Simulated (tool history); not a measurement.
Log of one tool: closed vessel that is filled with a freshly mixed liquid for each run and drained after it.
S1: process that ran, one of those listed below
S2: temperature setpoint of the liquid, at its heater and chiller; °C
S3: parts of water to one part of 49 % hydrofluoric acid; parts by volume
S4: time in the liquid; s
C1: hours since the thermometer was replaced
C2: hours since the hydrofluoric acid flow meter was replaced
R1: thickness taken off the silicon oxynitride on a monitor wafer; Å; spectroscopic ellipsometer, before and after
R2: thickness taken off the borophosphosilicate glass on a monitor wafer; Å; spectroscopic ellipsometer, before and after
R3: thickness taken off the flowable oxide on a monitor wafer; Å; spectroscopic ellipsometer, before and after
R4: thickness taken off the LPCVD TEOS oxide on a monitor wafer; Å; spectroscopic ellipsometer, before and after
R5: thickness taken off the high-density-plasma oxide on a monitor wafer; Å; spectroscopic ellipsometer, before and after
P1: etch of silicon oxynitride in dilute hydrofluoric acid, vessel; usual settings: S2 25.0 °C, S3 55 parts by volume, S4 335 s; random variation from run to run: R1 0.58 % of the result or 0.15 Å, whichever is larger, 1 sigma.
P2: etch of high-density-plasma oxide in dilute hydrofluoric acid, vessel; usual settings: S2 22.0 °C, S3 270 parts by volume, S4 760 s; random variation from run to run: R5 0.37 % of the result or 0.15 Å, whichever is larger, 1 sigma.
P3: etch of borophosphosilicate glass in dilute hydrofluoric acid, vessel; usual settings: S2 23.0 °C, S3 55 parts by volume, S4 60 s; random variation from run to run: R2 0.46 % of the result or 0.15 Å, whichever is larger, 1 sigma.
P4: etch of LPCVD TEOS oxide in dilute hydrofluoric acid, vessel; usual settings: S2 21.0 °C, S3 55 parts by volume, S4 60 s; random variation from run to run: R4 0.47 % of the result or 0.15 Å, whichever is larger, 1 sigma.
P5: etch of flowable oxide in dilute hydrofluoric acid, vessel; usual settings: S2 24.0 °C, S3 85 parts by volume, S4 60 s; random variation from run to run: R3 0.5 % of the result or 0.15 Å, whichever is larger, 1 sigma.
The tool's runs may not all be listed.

run	hour	S1	S2	S3	S4	C1	C2	R1	R2	R3	R4	R5
1	7.3	P1	25.0	55	335	796.1	159.4	143.370				
2	18.6	P1	25.0	55	560	807.4	170.7	240.130				
3	25.9	P1	25.0	30	335	814.7	178.0	266.270				
4	33.7	P3	19.0	55	60	822.5	185.8		352.18			
5	42.9	P1	19.0	55	30	831.7	195.0	9.805				
6	53.7	P1	25.0	105	335	842.5	205.8	71.174				
7	63.6	P5	24.0	20	60	852.4	215.7			1410.50		
# hour 64.0: hydrofluoric acid flow meter replaced
8	69.9	P3	23.0	55	120	858.7	6.0		839.65			
# hour 77.3: thermometer replaced
9	81.0	P4	26.0	55	60	3.7	17.1				496.76	
10	87.0	P4	21.0	55	60	9.7	23.1				404.79	
11	93.1	P4	21.0	20	60	15.8	29.2				1156.50	
12	104.4	P4	21.0	55	60	27.1	40.5				399.52	
13	110.8	P3	23.0	55	60	33.5	46.9		417.30			
14	120.1	P2	22.0	270	760	42.8	56.2					145.620
15	131.3	P5	24.0	85	60	54.0	67.4			305.19		
16	137.7	P1	25.0	55	335	60.4	73.8	142.710				
17	143.8	P1	31.5	55	335	66.5	79.9	191.740				
18	150.5	P5	24.0	85	30	73.2	86.6			152.85		
19	158.3	P4	21.0	55	85	81.0	94.4				573.29	
20	169.9	P2	22.0	270	30	92.6	106.0					5.882
21	182.9	P5	18.0	85	60	105.6	119.0			237.07		
22	193.4	P1	25.0	55	55	116.1	129.5	23.435				
23	206.3	P1	18.5	55	335	129.0	142.4	103.120				
24	214.0	P2	22.0	270	760	136.7	150.1					145.190
25	222.6	P2	22.0	430	760	145.3	158.7					78.557
26	233.8	P1	25.0	55	335	156.5	169.9	142.670				
27	243.0	P3	23.0	20	60	165.7	179.1		1203.70			
28	253.4	P2	18.5	270	760	176.1	189.5					127.750
29	259.3	P1	25.0	55	335	182.0	195.4	142.580				
30	268.4	P5	24.0	85	60	191.1	204.5			307.52		
31	280.8	P1	25.0	55	335	203.5	216.9	142.210				
32	292.2	P1	25.0	55	335	214.9	228.3	142.370				
33	299.3	P1	25.0	55	335	222.0	235.4	137.280				

Run 34 comes next. What will it give?
34	307.1	P1	25.0	55	335	229.8	243.2	?				

{"run 34": {"R1": 134.03}}

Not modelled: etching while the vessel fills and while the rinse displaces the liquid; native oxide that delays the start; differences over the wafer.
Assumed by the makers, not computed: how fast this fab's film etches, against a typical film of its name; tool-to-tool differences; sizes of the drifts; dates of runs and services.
